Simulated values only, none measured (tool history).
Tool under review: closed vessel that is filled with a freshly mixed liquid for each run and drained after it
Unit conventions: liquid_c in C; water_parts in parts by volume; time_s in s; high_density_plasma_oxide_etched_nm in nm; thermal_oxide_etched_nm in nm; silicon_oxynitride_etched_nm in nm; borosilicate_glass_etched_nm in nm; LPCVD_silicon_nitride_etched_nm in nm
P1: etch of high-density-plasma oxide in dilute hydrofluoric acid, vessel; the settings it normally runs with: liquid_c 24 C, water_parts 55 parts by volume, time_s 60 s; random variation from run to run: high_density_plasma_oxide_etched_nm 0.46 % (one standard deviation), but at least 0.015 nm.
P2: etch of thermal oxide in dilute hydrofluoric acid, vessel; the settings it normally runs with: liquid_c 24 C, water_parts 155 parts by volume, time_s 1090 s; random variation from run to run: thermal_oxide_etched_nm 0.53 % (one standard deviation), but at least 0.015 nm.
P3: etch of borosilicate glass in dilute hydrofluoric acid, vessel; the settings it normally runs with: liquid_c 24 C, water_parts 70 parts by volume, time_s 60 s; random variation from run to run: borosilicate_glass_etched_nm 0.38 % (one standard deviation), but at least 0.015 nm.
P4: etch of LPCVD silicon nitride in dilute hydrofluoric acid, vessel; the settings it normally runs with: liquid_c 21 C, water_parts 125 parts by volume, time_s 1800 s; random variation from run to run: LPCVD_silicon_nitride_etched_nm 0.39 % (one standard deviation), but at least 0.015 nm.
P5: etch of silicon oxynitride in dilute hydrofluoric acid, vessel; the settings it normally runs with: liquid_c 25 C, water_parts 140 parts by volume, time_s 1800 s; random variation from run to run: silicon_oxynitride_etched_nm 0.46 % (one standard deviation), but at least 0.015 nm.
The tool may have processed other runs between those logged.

| run | hour | process | liquid_c | water_parts | time_s | hours since the thermometer was replaced | hours since the hydrofluoric acid flow meter was replaced | high_density_plasma_oxide_etched_nm | thermal_oxide_etched_nm | silicon_oxynitride_etched_nm | borosilicate_glass_etched_nm | LPCVD_silicon_nitride_etched_nm |
|---|---|---|---|---|---|---|---|---|---|---|---|---|
| 1 | 5.2 | P1 | 24 | 55 | 60 | 179 | 870.4 | 9.7586 |  |  |  |  |
| 2 | 10.3 | P2 | 17.5 | 155 | 1090 | 184.1 | 875.5 |  | 24.776 |  |  |  |
| 3 | 18.8 | P1 | 24 | 55 | 110 | 192.6 | 884 | 17.764 |  |  |  |  |
| 4 | 26 | P2 | 24 | 155 | 1805 | 199.8 | 891.2 |  | 52.618 |  |  |  |
| 5 | 32 | P1 | 24 | 55 | 60 | 205.8 | 897.2 | 9.7364 |  |  |  |  |
| 6 | 36.9 | P5 | 25 | 140 | 575 | 210.7 | 902.1 |  |  | 8.7731 |  |  |
| 7 | 45.5 | P2 | 24 | 95 | 1090 | 219.3 | 910.7 |  | 55.586 |  |  |  |
| 8 | 55.9 | P3 | 17 | 70 | 60 | 229.7 | 921.1 |  |  |  | 36.707 |  |
| 9 | 61.1 | P1 | 24 | 55 | 60 | 234.9 | 926.3 | 9.8203 |  |  |  |  |
| 10 | 68.4 | P4 | 21 | 125 | 520 | 242.2 | 933.6 |  |  |  |  | 2.0707 |
| 11 | 74.6 | P5 | 25 | 140 | 1800 | 248.4 | 939.8 |  |  | 27.418 |  |  |
| 12 | 81.4 | P5 | 25 | 255 | 1800 | 255.2 | 946.6 |  |  | 13.702 |  |  |
| 13 | 90 | P1 | 28.5 | 55 | 60 | 263.8 | 955.2 | 11.653 |  |  |  |  |
| 14 | 99 | P5 | 25 | 140 | 1800 | 272.8 | 964.2 |  |  | 27.303 |  |  |
| 15 | 105.2 | P1 | 17.5 | 55 | 60 | 279 | 970.4 | 7.3984 |  |  |  |  |
| 16 | 114.2 | P1 | 24 | 55 | 60 | 288 | 979.4 | 9.8186 |  |  |  |  |
| 17 | 120 | P3 | 24 | 70 | 60 | 293.8 | 985.2 |  |  |  | 49.598 |  |
| 18 | 126 | P1 | 24 | 20 | 60 | 299.8 | 991.2 | 28.155 |  |  |  |  |
| 19 | 134.9 | P1 | 24 | 105 | 60 | 308.7 | 1000.1 | 4.8321 |  |  |  |  |
| 20 | 139.8 | P4 | 21 | 125 | 1800 | 313.6 | 1005 |  |  |  |  | 7.2338 |
| 21 | 147.3 | P1 | 24 | 55 | 60 | 321.1 | 1012.5 | 9.67 |  |  |  |  |
| 22 | 152.8 | P1 | 24 | 55 | 30 | 326.6 | 1018 | 4.8404 |  |  |  |  |
| 23 | 160 | P2 | 24 | 155 | 1090 | 333.8 | 1025.2 |  | 31.983 |  |  |  |
| 24 | 168.8 | P4 | 21 | 45 | 1800 | 342.6 | 1034 |  |  |  |  | 19.569 |
| 25 | 175.6 | P5 | 17 | 140 | 1800 | 349.4 | 1040.8 |  |  | 18.686 |  |  |
| 26 | 184.8 | P1 | 24 | 55 | 60 | 358.6 | 1050 | 9.7772 |  |  |  |  |
| 27 | 190.6 | P4 | 27.5 | 125 | 1800 | 364.4 | 1055.8 |  |  |  |  | 10.996 |
| 28 | 199 | P3 | 24 | 30 | 60 | 372.8 | 1064.2 |  |  |  | 122.19 |  |
| 29 | 208.7 | P1 | 24 | 85 | 30 | 382.5 | 1073.9 | 3.0419 |  |  |  |  |
| 30 | 213.7 | P3 | 24 | 70 | 85 | 387.5 | 1078.9 |  |  |  | 69.566 |  |
| 31 | 221.5 | P1 | 24 | 55 | 60 | 395.3 | 1086.7 | 9.8121 |  |  |  |  |
| 32 | 230.4 | P1 | 24 | 55 | 60 | 404.2 | 1095.6 | 10.066 |  |  |  |  |
| 33 | 236.7 | P1 | 24 | 55 | 60 | 410.5 | 1101.9 | 10.38 |  |  |  |  |
| 34 | 246.1 | P1 | 24 | 55 | 60 | 419.9 | 1111.3 | 10.44 |  |  |  |  |
| 35 | 251.1 | P1 | 24 | 55 | 60 | 424.9 | 1116.3 | 10.436 |  |  |  |  |
| 36 | 258.5 | P1 | 24 | 55 | 60 | 432.3 | 1123.7 | 10.486 |  |  |  |  |
| 37 | 266.8 | P1 | 24 | 55 | 60 | 440.6 | 1132 | 10.507 |  |  |  |  |
| 38 | 276.3 | P1 | 24 | 55 | 60 | 450.1 | 1141.5 | 10.457 |  |  |  |  |

Something has made what P1 gives creep away from where it was; the 2 causes below, each at its own stated size, fit the log equally well:
A: hydrofluoric acid flow above the setpoint (%) = 7.73
B: liquid hotter than its thermometer reads (K) = 1.96
The onset of the drift is placed at about hour 221.5.

Of the 4 check runs listed below, each run on one wafer and each result written as a question mark, which would let you distinguish the listed causes because they would give clearly different results?
| check 1 | 285.8 | P5 | 25 | 245 | 1800 |  |  |  |  | ? |  |  |
| check 2 | 285.8 | P4 | 25 | 125 | 585 |  |  |  |  |  |  | ? |
| check 3 | 285.8 | P3 | 17 | 70 | 60 |  |  |  |  |  | ? |  |
| check 4 | 285.8 | P2 | 17.5 | 155 | 1755 |  |  |  | ? |  |  |  |

Check results expected under each cause:
| check | result | if A | if B |
|---|---|---|---|
| check 1 | silicon_oxynitride_etched_nm | 15.759 | 15.696 |
| check 2 | LPCVD_silicon_nitride_etched_nm | 3.2948 | 3.47 |
| check 3 | borosilicate_glass_etched_nm | 39.987 | 40.131 |
| check 4 | thermal_oxide_etched_nm | 43.312 | 43.035 |
Gap, in per cent, between the two causes that each check separates least, read from the result that separates them most: check 1 0.4 %; check 2 5.18 %; check 3 0.36 %; check 4 0.64 %
Only in check 2 would the causes give clearly different results; in the remaining checks their results would be nearly the same.

Here is what check 2 returned: LPCVD_silicon_nitride_etched_nm 3.4946 nm. Which cause is it?

B is the cause: liquid hotter than its thermometer reads (K).
